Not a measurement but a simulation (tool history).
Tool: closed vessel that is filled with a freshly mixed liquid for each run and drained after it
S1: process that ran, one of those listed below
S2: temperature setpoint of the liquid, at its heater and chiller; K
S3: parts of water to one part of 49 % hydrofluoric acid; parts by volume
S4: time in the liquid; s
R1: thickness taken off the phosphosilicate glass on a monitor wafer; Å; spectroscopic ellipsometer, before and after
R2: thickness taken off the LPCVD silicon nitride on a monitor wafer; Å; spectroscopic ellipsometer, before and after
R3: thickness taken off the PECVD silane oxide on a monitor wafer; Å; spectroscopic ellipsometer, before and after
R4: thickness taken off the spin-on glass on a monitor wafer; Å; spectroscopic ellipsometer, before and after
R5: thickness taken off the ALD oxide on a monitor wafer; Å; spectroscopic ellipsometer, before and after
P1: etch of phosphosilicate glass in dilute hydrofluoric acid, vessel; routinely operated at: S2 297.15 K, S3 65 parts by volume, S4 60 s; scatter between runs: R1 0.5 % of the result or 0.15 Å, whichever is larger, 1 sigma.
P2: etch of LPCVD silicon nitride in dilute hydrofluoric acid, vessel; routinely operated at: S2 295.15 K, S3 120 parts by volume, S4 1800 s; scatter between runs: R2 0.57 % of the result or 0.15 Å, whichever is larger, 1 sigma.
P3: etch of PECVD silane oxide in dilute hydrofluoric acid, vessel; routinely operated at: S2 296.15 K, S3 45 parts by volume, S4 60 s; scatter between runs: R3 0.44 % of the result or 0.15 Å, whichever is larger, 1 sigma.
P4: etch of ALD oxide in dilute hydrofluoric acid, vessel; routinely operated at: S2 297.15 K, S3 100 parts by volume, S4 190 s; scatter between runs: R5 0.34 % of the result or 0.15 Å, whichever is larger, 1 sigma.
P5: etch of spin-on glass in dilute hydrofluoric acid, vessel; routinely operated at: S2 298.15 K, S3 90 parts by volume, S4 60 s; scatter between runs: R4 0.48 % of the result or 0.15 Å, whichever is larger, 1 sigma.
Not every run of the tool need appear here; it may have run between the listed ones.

Run 1, hour 10.1: S1 P1, S2 297.15 K, S3 65 parts by volume, S4 60 s. Result: R1 1928.40 Å.
Run 2, hour 24.5: S1 P2, S2 295.15 K, S3 25 parts by volume, S4 1800 s. Result: R2 272.460 Å.
Run 3, hour 35.8: S1 P1, S2 297.15 K, S3 65 parts by volume, S4 60 s. Result: R1 1902.40 Å.
Run 4, hour 46.4: S1 P3, S2 296.15 K, S3 45 parts by volume, S4 30 s. Result: R3 257.62 Å.
Run 5, hour 57.8: S1 P1, S2 297.15 K, S3 105 parts by volume, S4 60 s. Result: R1 1134.80 Å.
Run 6, hour 66.5: S1 P1, S2 297.15 K, S3 65 parts by volume, S4 30 s. Result: R1 958.44 Å.
Run 7, hour 79.9: S1 P3, S2 296.15 K, S3 70 parts by volume, S4 60 s. Result: R3 323.36 Å.
Run 8, hour 88.3: S1 P2, S2 299.15 K, S3 120 parts by volume, S4 1800 s. Result: R2 76.504 Å.
Run 9, hour 101.3: S1 P3, S2 304.65 K, S3 45 parts by volume, S4 60 s. Result: R3 727.10 Å.
Run 10, hour 114.3: S1 P5, S2 298.15 K, S3 90 parts by volume, S4 95 s. Result: R4 498.32 Å.
Run 11, hour 122.2: S1 P2, S2 295.15 K, S3 120 parts by volume, S4 3055 s. Result: R2 100.210 Å.
Run 12, hour 129.5: S1 P5, S2 293.15 K, S3 90 parts by volume, S4 60 s. Result: R4 254.91 Å.
Run 13, hour 141.3: S1 P1, S2 304.65 K, S3 65 parts by volume, S4 60 s. Result: R1 2589.90 Å.
Run 14, hour 154.8: S1 P1, S2 297.15 K, S3 65 parts by volume, S4 60 s. Result: R1 1920.10 Å.
Run 15, hour 170.6: S1 P1, S2 290.65 K, S3 105 parts by volume, S4 60 s. Result: R1 856.56 Å.
Run 16, hour 181.8: S1 P1, S2 297.15 K, S3 65 parts by volume, S4 60 s. Result: R1 1924.60 Å.
Run 17, hour 194.0: S1 P1, S2 297.15 K, S3 25 parts by volume, S4 60 s. Result: R1 5264.20 Å.
Run 18, hour 201.1: S1 P4, S2 302.65 K, S3 100 parts by volume, S4 190 s. Result: R5 350.960 Å.
Run 19, hour 214.8: S1 P3, S2 296.15 K, S3 45 parts by volume, S4 60 s. Result: R3 513.57 Å.
Run 20, hour 226.0: S1 P4, S2 297.15 K, S3 100 parts by volume, S4 35 s. Result: R5 51.677 Å.
Run 21, hour 238.1: S1 P5, S2 298.15 K, S3 90 parts by volume, S4 60 s. Result: R4 310.80 Å.
Run 22, hour 249.6: S1 P1, S2 297.15 K, S3 65 parts by volume, S4 60 s. Result: R1 1908.00 Å.
Run 23, hour 258.5: S1 P3, S2 296.15 K, S3 45 parts by volume, S4 60 s. Result: R3 518.11 Å.
Run 24, hour 274.6: S1 P1, S2 292.65 K, S3 65 parts by volume, S4 60 s. Result: R1 1590.30 Å.
Run 25, hour 285.5: S1 P4, S2 297.15 K, S3 180 parts by volume, S4 190 s. Result: R5 142.790 Å.
Run 26, hour 297.9: S1 P4, S2 297.15 K, S3 100 parts by volume, S4 190 s. Result: R5 281.160 Å.
Run 27, hour 306.7: S1 P1, S2 297.15 K, S3 65 parts by volume, S4 105 s. Result: R1 3358.50 Å.
Run 28, hour 321.1: S1 P1, S2 297.15 K, S3 65 parts by volume, S4 60 s. Result: R1 1925.40 Å.
Run 29, hour 335.1: S1 P1, S2 297.15 K, S3 65 parts by volume, S4 60 s. Result: R1 1927.90 Å.
Run 30, hour 350.2: S1 P1, S2 292.65 K, S3 85 parts by volume, S4 60 s. Result: R1 1185.80 Å.
Run 31, hour 361.0: S1 P2, S2 295.15 K, S3 120 parts by volume, S4 1800 s. Result: R2 58.645 Å.
Run 32, hour 374.3: S1 P5, S2 298.15 K, S3 40 parts by volume, S4 60 s. Result: R4 752.20 Å.
Run 33, hour 383.9: S1 P1, S2 297.15 K, S3 65 parts by volume, S4 60 s. Result: R1 1902.50 Å.
Run 34, hour 392.9: S1 P1, S2 297.15 K, S3 65 parts by volume, S4 60 s. Result: R1 1962.80 Å.
Run 35, hour 409.0: S1 P1, S2 297.15 K, S3 65 parts by volume, S4 60 s. Result: R1 2001.00 Å.
Run 36, hour 422.2: S1 P1, S2 297.15 K, S3 65 parts by volume, S4 60 s. Result: R1 2021.30 Å.
Run 37, hour 430.7: S1 P1, S2 297.15 K, S3 65 parts by volume, S4 60 s. Result: R1 2051.20 Å.
Run 38, hour 440.9: S1 P1, S2 297.15 K, S3 65 parts by volume, S4 60 s. Result: R1 2039.70 Å.
Run 39, hour 451.8: S1 P1, S2 297.15 K, S3 65 parts by volume, S4 60 s. Result: R1 2043.00 Å.
Run 40, hour 460.3: S1 P1, S2 297.15 K, S3 65 parts by volume, S4 60 s. Result: R1 2056.80 Å.
Run 41, hour 470.3: S1 P1, S2 297.15 K, S3 65 parts by volume, S4 60 s. Result: R1 2057.90 Å.
Run 42, hour 479.5: S1 P1, S2 297.15 K, S3 65 parts by volume, S4 60 s. Result: R1 2078.20 Å.
Run 43, hour 495.0: S1 P1, S2 297.15 K, S3 65 parts by volume, S4 60 s. Result: R1 2068.50 Å.
Run 44, hour 502.0: S1 P1, S2 297.15 K, S3 65 parts by volume, S4 60 s. Result: R1 2065.00 Å.

The log shows P1 creeping away from where it was. Any of the 2 causes listed here, at the size stated for it, fits the log just as well as the others:
A: hydrofluoric acid flow above the setpoint (%) = 7.45
B: liquid hotter than its thermometer reads (K) = 1.93
The creep began at about hour 383.9.

Of the 4 check runs listed below, each run on one wafer and each result written as a question mark, which would let you distinguish the listed causes because they would give clearly different results?
Run check 1, hour 509.0: S1 P5, S2 298.15 K, S3 90 parts by volume, S4 60 s. Result: R4 ?.
Run check 2, hour 509.0: S1 P4, S2 297.15 K, S3 100 parts by volume, S4 190 s. Result: R5 ?.
Run check 3, hour 509.0: S1 P3, S2 296.15 K, S3 45 parts by volume, S4 60 s. Result: R3 ?.
Run check 4, hour 509.0: S1 P2, S2 295.15 K, S3 120 parts by volume, S4 1800 s. Result: R2 ?.

Outcome of each check run for each possible cause:
  check  result     if A     if B
check 1      R4   338.03   336.62
check 2      R5  305.140  303.740
check 3      R3   558.70   560.86
check 4      R2   63.501   67.202
Per check, the gap between the least separated pair of causes, taken in the result that splits them most: check 1 0.42 %; check 2 0.46 %; check 3 0.39 %; check 4 5.66 %
Check 4 distinguishes between the causes, while the remaining checks would return nearly the same result for all of them.

Here is what check 4 returned: R2 63.386 Å. Which cause is it?

The correct cause is A, namely: hydrofluoric acid flow above the setpoint (%).
